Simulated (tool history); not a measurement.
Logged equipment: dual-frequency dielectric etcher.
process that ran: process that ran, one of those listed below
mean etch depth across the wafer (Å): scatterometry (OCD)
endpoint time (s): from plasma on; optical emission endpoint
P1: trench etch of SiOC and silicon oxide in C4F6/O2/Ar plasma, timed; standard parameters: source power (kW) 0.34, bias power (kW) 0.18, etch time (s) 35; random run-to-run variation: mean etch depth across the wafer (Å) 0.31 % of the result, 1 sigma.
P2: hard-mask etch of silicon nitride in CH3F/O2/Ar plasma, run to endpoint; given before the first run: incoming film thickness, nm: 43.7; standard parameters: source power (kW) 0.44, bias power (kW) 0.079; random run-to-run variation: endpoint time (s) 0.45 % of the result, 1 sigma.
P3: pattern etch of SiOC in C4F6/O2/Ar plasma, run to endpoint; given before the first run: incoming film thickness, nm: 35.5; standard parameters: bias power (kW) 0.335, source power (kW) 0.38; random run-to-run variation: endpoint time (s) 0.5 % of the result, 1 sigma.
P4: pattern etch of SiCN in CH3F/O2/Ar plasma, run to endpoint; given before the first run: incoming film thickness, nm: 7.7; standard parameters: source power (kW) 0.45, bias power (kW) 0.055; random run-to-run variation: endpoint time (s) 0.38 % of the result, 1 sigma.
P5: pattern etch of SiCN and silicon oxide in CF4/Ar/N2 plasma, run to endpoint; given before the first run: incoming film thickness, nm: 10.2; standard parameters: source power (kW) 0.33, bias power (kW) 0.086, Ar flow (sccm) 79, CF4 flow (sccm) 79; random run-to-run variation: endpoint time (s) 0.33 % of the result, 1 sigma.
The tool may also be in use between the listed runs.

run,hour,process that ran,source power (kW),bias power (kW),etch time (s),Ar flow (sccm),CF4 flow (sccm),hours since the last wet clean,hours since the last source power generator calibration,hours since the last bias power generator calibration,mean etch depth across the wafer (Å),endpoint time (s)
1,8.1,P1,0.34,0.18,35,,,106,2236.4,2258.4,634.63,
2,18.2,P1,0.34,0.18,19,,,116.1,2246.5,2268.5,344.98,
3,24.5,P3,0.38,0.432,,,,122.4,2252.8,2274.8,,12.539
4,31.4,P5,0.33,0.086,,79,79,129.3,2259.7,2281.7,,13.896
5,41.7,P4,0.45,0.055,,,,139.6,2270,2292,,21.177
6,47.7,P2,0.44,0.104,,,,145.6,2276,2298,,54.272
7,59.4,P5,0.33,0.086,,108,79,157.3,2287.7,2309.7,,14.598
8,68.2,P4,0.45,0.055,,,,166.1,2296.5,2318.5,,21.164
9,80.2,P1,0.34,0.18,46.5,,,178.1,2308.5,2330.5,841.78,
10,87.2,P1,0.43,0.146,35,,,185.1,2315.5,2337.5,654.87,
11,99.6,P1,0.34,0.18,35,,,197.5,2327.9,2349.9,632.83,
12,109.7,P5,0.33,0.086,,79,79,207.6,2338,2360,,14.02
13,122.5,P5,0.39,0.086,,79,79,220.4,2350.8,2372.8,,12.077
14,134.9,P1,0.45,0.18,35,,,232.8,2363.2,2385.2,709.73,
15,148.1,P3,0.54,0.335,,,,246,2376.4,2398.4,,11.997
16,157,P3,0.38,0.335,,,,254.9,2385.3,2407.3,,13.731
17,164.5,P1,0.34,0.228,35,,,262.4,2392.8,2414.8,688.53,
18,171.6,P2,0.44,0.079,,,,269.5,2399.9,2421.9,,59.612
19,179.1,P1,0.34,0.108,35,,,277,2407.4,2429.4,545.63,
20,187.8,P4,0.45,0.078,,,,285.7,2416.1,2438.1,,18.7
21,196,P2,0.3,0.079,,,,293.9,2424.3,2446.3,,69.346
22,203.9,P4,0.61,0.055,,,,301.8,2432.2,2454.2,,18.675
23,217.2,P1,0.34,0.18,35,,,315.1,2445.5,2467.5,637.22,
24,227.3,P5,0.33,0.086,,79,111,325.2,2455.6,2477.6,,13.465
25,233.7,P5,0.33,0.05,,79,79,331.6,2462,2484,,16.75
26,246,P1,0.34,0.18,35,,,343.9,2474.3,2496.3,637.01,
27,252.3,P1,0.34,0.18,35,,,350.2,2480.6,2502.6,636.63,
28,265,P1,0.25,0.18,35,,,362.9,2493.3,2515.3,564.08,
29,276,P1,0.34,0.18,35,,,373.9,2504.3,2526.3,636.28,
30,286.2,P1,0.28,0.109,35,,,384.1,2514.5,2536.5,506.62,
31,296.4,P1,0.34,0.18,35,,,394.3,2524.7,2546.7,638.76,
32,309.9,P1,0.34,0.18,35,,,407.8,2538.2,2560.2,631.57,
33,322.9,P1,0.34,0.18,35,,,420.8,2551.2,2573.2,628.24,
34,336.1,P1,0.34,0.18,35,,,434,2564.4,2586.4,629.58,
35,344.1,P1,0.34,0.18,35,,,442,2572.4,2594.4,626.96,
36,352.5,P1,0.34,0.18,35,,,450.4,2580.8,2602.8,628.53,
# hour 363.3: wet clean of the chamber
37,366,P1,0.34,0.18,35,,,2.7,2594.3,2616.3,626.16,
38,372.9,P1,0.34,0.18,35,,,9.6,2601.2,2623.2,625.92,
39,380.5,P1,0.34,0.18,35,,,17.2,2608.8,2630.8,628.29,
40,387.2,P1,0.34,0.18,35,,,23.9,2615.5,2637.5,624.29,

The log shows P1 creeping away from where it was. Any of the 2 causes listed here, at the size stated for it, fits the log just as well as the others:
A: bias power that arrives under what is set, % = 4.82
B: source power that arrives under what is set, % = 3.98
The creep began at about hour 296.4.
Every other cause this tool's parts could produce, and why it does not fit the log:
chamber walls in a state that lowers the etch rate, %: maintenance at hour 363.3, after the shift began, did not return the process to its former output

Which of the check runs below tells the causes apart, meaning the causes would give it clearly different results? Each run uses 2 wafers whose results are averaged, and each result is shown as a question mark.
check 1,393.9,P3,0.5,0.405,,,,,,,,?
check 2,393.9,P5,0.33,0.054,,107,79,,,,,?
check 3,393.9,P4,0.52,0.077,,,,,,,,?
check 4,393.9,P2,0.32,0.096,,,,,,,,?

What each check would give under each cause:
check,result,if A,if B
check 1,endpoint time (s),11.819,11.791
check 2,endpoint time (s),17.304,17.658
check 3,endpoint time (s),18.151,18.115
check 4,endpoint time (s),63.986,63.788
Per check, the gap between the least separated pair of causes, taken in the result that splits them most: check 1 0.24 %; check 2 2.03 %; check 3 0.2 %; check 4 0.31 %
Check 2 tells the causes apart: in the others they would give nearly the same result.

Check 2 has now been run. It gave: endpoint time (s) 17.258. Which of the candidate causes is it?

Of the candidate causes, it is A: bias power that arrives under what is set, %.

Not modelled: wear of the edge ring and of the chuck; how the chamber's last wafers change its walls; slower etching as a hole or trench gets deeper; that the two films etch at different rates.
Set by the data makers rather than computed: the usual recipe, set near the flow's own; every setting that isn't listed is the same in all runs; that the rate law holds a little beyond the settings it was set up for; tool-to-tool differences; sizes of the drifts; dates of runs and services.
